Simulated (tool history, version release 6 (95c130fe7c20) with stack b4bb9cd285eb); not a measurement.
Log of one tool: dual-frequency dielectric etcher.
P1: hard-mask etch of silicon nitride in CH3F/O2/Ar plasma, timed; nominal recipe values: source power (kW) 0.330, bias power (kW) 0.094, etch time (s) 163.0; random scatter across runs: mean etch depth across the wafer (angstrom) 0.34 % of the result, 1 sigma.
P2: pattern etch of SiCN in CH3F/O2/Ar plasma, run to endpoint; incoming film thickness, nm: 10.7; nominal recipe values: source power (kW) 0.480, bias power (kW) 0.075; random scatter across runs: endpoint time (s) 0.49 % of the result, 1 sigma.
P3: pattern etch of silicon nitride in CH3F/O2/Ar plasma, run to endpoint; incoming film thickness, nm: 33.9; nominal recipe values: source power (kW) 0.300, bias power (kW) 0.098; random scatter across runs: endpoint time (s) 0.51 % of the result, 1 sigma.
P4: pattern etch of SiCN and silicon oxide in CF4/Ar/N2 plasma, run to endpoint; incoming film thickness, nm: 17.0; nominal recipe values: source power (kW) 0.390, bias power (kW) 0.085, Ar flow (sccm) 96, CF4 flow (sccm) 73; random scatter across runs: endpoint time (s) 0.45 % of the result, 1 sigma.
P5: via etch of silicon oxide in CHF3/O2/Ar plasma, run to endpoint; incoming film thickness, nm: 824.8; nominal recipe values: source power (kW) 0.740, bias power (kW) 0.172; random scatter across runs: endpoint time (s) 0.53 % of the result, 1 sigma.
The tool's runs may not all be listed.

run   hour  process that ran  source power (kW)  bias power (kW)  etch time (s)  Ar flow (sccm)  CF4 flow (sccm)  hours since the last wet clean  hours since the last source power generator calibration  hours since the last bias power generator calibration  mean etch depth across the wafer (angstrom)  endpoint time (s)
  1    3.6                P1              0.330            0.094          163.0                                                            510.3                                                   2967.1                                                 2772.0                                      1186.10
  2    8.8                P1              0.230            0.121          163.0                                                            515.5                                                   2972.3                                                 2777.2                                      1144.60
  3   14.3                P4              0.390            0.085                             96              103                           521.0                                                   2977.8                                                 2782.7                                                          20.475
  4   19.0                P2              0.630            0.075                                                                           525.7                                                   2982.5                                                 2787.4                                                          23.005
  5   24.1                P1              0.330            0.063          203.5                                                            530.8                                                   2987.6                                                 2792.5                                      1288.00
  6   28.5                P1              0.460            0.059          163.0                                                            535.2                                                   2992.0                                                 2796.9                                      1142.00
  7   33.8                P3              0.300            0.098                                                                           540.5                                                   2997.3                                                 2802.2                                                          49.129
  8   36.9                P3              0.300            0.137                                                                           543.6                                                   3000.4                                                 2805.3                                                          43.710
  9   42.4                P4              0.390            0.085                            127               73                           549.1                                                   3005.9                                                 2810.8                                                          22.087
 10   45.7                P1              0.330            0.129          163.0                                                            552.4                                                   3009.2                                                 2814.1                                      1346.70
 11   49.5                P1              0.330            0.094          163.0                                                            556.2                                                   3013.0                                                 2817.9                                      1186.30
 12   52.9                P3              0.300            0.098                                                                           559.6                                                   3016.4                                                 2821.3                                                          49.375
 13   56.1                P1              0.330            0.062          163.0                                                            562.8                                                   3019.6                                                 2824.5                                      1022.70
 14   61.1                P1              0.440            0.094          163.0                                                            567.8                                                   3024.6                                                 2829.5                                      1323.50
 15   66.3                P1              0.330            0.094          163.0                                                            573.0                                                   3029.8                                                 2834.7                                      1193.40
 16   71.1                P5              0.740            0.110                                                                           577.8                                                   3034.6                                                 2839.5                                                         467.130
 17   74.5                P5              1.020            0.172                                                                           581.2                                                   3038.0                                                 2842.9                                                         360.170
 18   78.0                P5              0.740            0.172                                                                           584.7                                                   3041.5                                                 2846.4                                                         406.990
 19   81.5                P1              0.330            0.094          163.0                                                            588.2                                                   3045.0                                                 2849.9                                      1193.10
 20   84.6                P3              0.170            0.098                                                                           591.3                                                   3048.1                                                 2853.0                                                          61.407
 21   88.0                P2              0.480            0.075                                                                           594.7                                                   3051.5                                                 2856.4                                                          25.813
 22   92.9                P4              0.390            0.108                             96               73                           599.6                                                   3056.4                                                 2861.3                                                          19.563
 23   97.0                P4              0.500            0.085                             96               73                           603.7                                                   3060.5                                                 2865.4                                                          17.110
 24  100.4                P1              0.330            0.094          225.0                                                            607.1                                                   3063.9                                                 2868.8                                      1638.90
 25  103.6                P2              0.480            0.047                                                                           610.3                                                   3067.1                                                 2872.0                                                          30.095
 26  107.6                P1              0.330            0.094          163.0                                                            614.3                                                   3071.1                                                 2876.0                                      1184.00
 27  111.7                P4              0.390            0.085                             96               73                           618.4                                                   3075.2                                                 2880.1                                                          21.204
 28  117.1                P5              0.740            0.172                                                                           623.8                                                   3080.6                                                 2885.5                                                         405.400
 29  122.4                P1              0.330            0.094          122.0                                                            629.1                                                   3085.9                                                 2890.8                                       893.32
 30  127.8                P1              0.230            0.094          163.0                                                            634.5                                                   3091.3                                                 2896.2                                      1043.10
 31  133.0                P1              0.330            0.094          163.0                                                            639.7                                                   3096.5                                                 2901.4                                      1191.80
 32  135.4                P1              0.330            0.094          163.0                                                            642.1                                                   3098.9                                                 2903.8                                      1192.00
 33  137.8                P1              0.330            0.094          163.0                                                            644.5                                                   3101.3                                                 2906.2                                      1203.50
 34  142.9                P1              0.330            0.094          163.0                                                            649.6                                                   3106.4                                                 2911.3                                      1206.70
 35  146.6                P1              0.330            0.094          163.0                                                            653.3                                                   3110.1                                                 2915.0                                      1209.60
     147.4  -- wet clean of the chamber
 36  150.1                P1              0.330            0.094          163.0                                                              2.7                                                   3113.6                                                 2918.5                                      1217.20
 37  154.4                P1              0.330            0.094          163.0                                                              7.0                                                   3117.9                                                 2922.8                                      1206.80

Compared with where it was, what P1 gives has crept away. Each cause listed below fits the log as well as the rest, at the size given for it:
A: bias power that arrives over what is set, % = 4.71
B: source power that arrives over what is set, % = 4.67
At approximately hour 133.0, the process output began to creep.
Why every other cause is out:
chamber walls in a state that raises the etch rate, %: serviced after onset, at hour 147.4, with no recovery of the prior output

Each of the check runs listed below is run on 2 wafers and reports their average, with the results left as question marks. Pick the one under which the possible causes would lead to clearly different results.
check 1  158.7                P2              0.480            0.052                                                                                                                                                                                                                                                               ?
check 2  158.7                P3              0.190            0.111                                                                                                                                                                                                                                                               ?
check 3  158.7                P4              0.390            0.085                            125               73                                                                                                                                                                                                               ?
check 4  158.7                P5              0.990            0.131                                                                                                                                                                                                                                                               ?

Check results expected under each cause:
  check             result     if A     if B
check 1  endpoint time (s)   28.649   28.570
check 2  endpoint time (s)   54.785   54.858
check 3  endpoint time (s)   21.743   21.244
check 4  endpoint time (s)  392.420  390.810
Minimum pairwise separation of causes per check, each pair taken at its best-separating result: check 1 0.28 %; check 2 0.13 %; check 3 2.32 %; check 4 0.41 %
The other checks would show nearly matching results whichever cause is true, so check 3 is the only one that separates the causes.

Then check 3 was run and gave: endpoint time (s) 21.210. Which cause is it?

It is B: source power that arrives over what is set, %.
